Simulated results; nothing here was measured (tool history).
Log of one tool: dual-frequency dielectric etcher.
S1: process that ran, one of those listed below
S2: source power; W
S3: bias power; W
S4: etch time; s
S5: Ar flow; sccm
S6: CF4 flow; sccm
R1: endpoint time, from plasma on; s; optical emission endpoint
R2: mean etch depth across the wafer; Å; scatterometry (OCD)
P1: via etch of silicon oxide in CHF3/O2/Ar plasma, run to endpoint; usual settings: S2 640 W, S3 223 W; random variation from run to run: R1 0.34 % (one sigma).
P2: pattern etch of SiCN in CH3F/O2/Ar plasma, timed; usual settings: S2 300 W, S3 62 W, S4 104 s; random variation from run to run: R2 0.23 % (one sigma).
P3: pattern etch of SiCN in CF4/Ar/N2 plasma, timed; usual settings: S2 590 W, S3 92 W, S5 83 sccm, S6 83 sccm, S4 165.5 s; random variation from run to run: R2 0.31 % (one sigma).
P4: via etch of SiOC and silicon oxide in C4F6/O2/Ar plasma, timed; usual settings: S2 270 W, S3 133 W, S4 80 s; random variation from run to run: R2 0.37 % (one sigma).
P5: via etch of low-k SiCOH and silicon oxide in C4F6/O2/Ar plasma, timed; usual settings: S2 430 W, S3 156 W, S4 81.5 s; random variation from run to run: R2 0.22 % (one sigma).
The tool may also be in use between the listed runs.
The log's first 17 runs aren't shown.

Run 18, hour 66: S1 P1, S2 640 W, S3 223 W. Result: R1 326.07 s.
Run 19, hour 68.9: S1 P5, S2 430 W, S3 156 W, S4 62.5 s. Result: R2 1761.1 Å.
Run 20, hour 71.6: S1 P1, S2 640 W, S3 223 W. Result: R1 325.44 s.
Run 21, hour 74.3: S1 P1, S2 640 W, S3 223 W. Result: R1 325.51 s.
Run 22, hour 77.5: S1 P2, S2 300 W, S3 40 W, S4 104 s. Result: R2 284.18 Å.
Run 23, hour 82.1: S1 P2, S2 210 W, S3 62 W, S4 104 s. Result: R2 286.7 Å.
Run 24, hour 85.2: S1 P4, S2 270 W, S3 133 W, S4 62.5 s. Result: R2 552.06 Å.
Run 25, hour 88.6: S1 P5, S2 430 W, S3 100 W, S4 81.5 s. Result: R2 2017.5 Å.
Run 26, hour 92.7: S1 P3, S2 590 W, S3 92 W, S4 165.5 s, S5 83 sccm, S6 83 sccm. Result: R2 2072.7 Å.
Run 27, hour 95.3: S1 P3, S2 590 W, S3 92 W, S4 165.5 s, S5 83 sccm, S6 57 sccm. Result: R2 1954.6 Å.
Run 28, hour 99.7: S1 P5, S2 430 W, S3 156 W, S4 81.5 s. Result: R2 2294.8 Å.
Run 29, hour 102: S1 P3, S2 590 W, S3 92 W, S4 120 s, S5 83 sccm, S6 83 sccm. Result: R2 1496.6 Å.
Run 30, hour 106.6: S1 P4, S2 170 W, S3 133 W, S4 80 s. Result: R2 591.58 Å.
Run 31, hour 109.5: S1 P1, S2 490 W, S3 266 W. Result: R1 336.57 s.
Run 32, hour 112.3: S1 P1, S2 640 W, S3 223 W. Result: R1 325.12 s.
Run 33, hour 114.8: S1 P1, S2 640 W, S3 223 W. Result: R1 326.82 s.
Run 34, hour 118: S1 P1, S2 640 W, S3 223 W. Result: R1 329.37 s.
Run 35, hour 121: S1 P1, S2 640 W, S3 223 W. Result: R1 329.6 s.
Run 36, hour 125.3: S1 P1, S2 640 W, S3 223 W. Result: R1 329.44 s.

The next listed run, before its measurement:
Run 37, hour 128.3: S1 P1, S2 640 W, S3 223 W. Result: R1 ?.

R1: 331.57 s
